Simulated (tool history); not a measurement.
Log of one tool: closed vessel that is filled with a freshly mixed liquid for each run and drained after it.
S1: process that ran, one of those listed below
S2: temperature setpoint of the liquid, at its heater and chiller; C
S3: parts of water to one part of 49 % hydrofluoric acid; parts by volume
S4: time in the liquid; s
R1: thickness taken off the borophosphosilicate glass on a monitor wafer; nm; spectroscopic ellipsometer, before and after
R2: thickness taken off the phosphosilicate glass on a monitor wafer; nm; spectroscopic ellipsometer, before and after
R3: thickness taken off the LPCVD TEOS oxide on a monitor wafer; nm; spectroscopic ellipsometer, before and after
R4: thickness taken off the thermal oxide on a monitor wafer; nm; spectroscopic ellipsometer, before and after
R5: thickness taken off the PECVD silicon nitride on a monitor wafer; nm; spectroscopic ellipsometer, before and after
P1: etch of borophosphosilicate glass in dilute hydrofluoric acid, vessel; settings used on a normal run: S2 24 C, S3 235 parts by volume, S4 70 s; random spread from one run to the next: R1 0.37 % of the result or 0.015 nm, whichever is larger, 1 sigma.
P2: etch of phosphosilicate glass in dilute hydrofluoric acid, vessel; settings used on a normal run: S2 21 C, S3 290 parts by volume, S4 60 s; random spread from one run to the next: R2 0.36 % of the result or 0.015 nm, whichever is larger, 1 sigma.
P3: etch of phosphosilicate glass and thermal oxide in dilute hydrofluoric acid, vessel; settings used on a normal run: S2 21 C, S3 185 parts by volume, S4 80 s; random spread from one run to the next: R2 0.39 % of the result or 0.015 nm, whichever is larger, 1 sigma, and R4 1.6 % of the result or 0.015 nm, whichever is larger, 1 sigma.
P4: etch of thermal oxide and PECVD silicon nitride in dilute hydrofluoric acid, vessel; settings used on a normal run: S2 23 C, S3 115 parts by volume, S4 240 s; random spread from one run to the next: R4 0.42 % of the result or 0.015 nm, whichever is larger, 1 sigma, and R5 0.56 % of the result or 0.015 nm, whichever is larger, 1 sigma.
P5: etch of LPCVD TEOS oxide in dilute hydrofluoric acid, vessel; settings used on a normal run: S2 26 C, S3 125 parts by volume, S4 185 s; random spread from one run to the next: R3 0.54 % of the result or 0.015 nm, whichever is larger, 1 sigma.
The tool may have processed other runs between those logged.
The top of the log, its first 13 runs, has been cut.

run   hour  S1    S2   S3   S4      R1      R2      R3       R4      R5
 14   73.5  P1    24  235  125  17.679
 15     77  P4    23  115  240                           9.3875    5.33
 16   80.9  P3    21  300   80          20.515          0.91058
 17   84.7  P5    26  125  345                  92.864
 18   91.2  P4  18.5  115  240                           7.7886  3.9208
 19   94.7  P1    24   60   70  47.379
 20  102.3  P2    21  290   60          13.428
 21  105.6  P1    24  235   70   9.946
 22  111.9  P2    17  290   60           11.54
 23  118.1  P1    17  370   70  4.3016
 24  123.6  P5    26   45  185                  152.91
 25  127.7  P1    30  410   70  5.7738
 26  134.6  P3    21  185   80          37.389           1.6565
 27  140.4  P2    21  290   30          6.7295
 28  146.8  P3    21  185   80          37.535           1.6768
 29  151.9  P4    23  180  240                           5.5627  3.4008
 30  159.2  P3    21  185  165          77.405           3.3669
 31    166  P5    18  125  185                  35.959
 32  170.5  P1    24  235   70  9.9195
 33  174.8  P1    24  235   70  9.6814
 34  178.5  P1    24  235   70   9.518
 35  182.1  P1    24  235   70  9.5073

Estimate the outcome of run 36 from the log above:
 36  185.6  P1  24  235  70   ?

{"run 36": {"R1": 9.4068}}
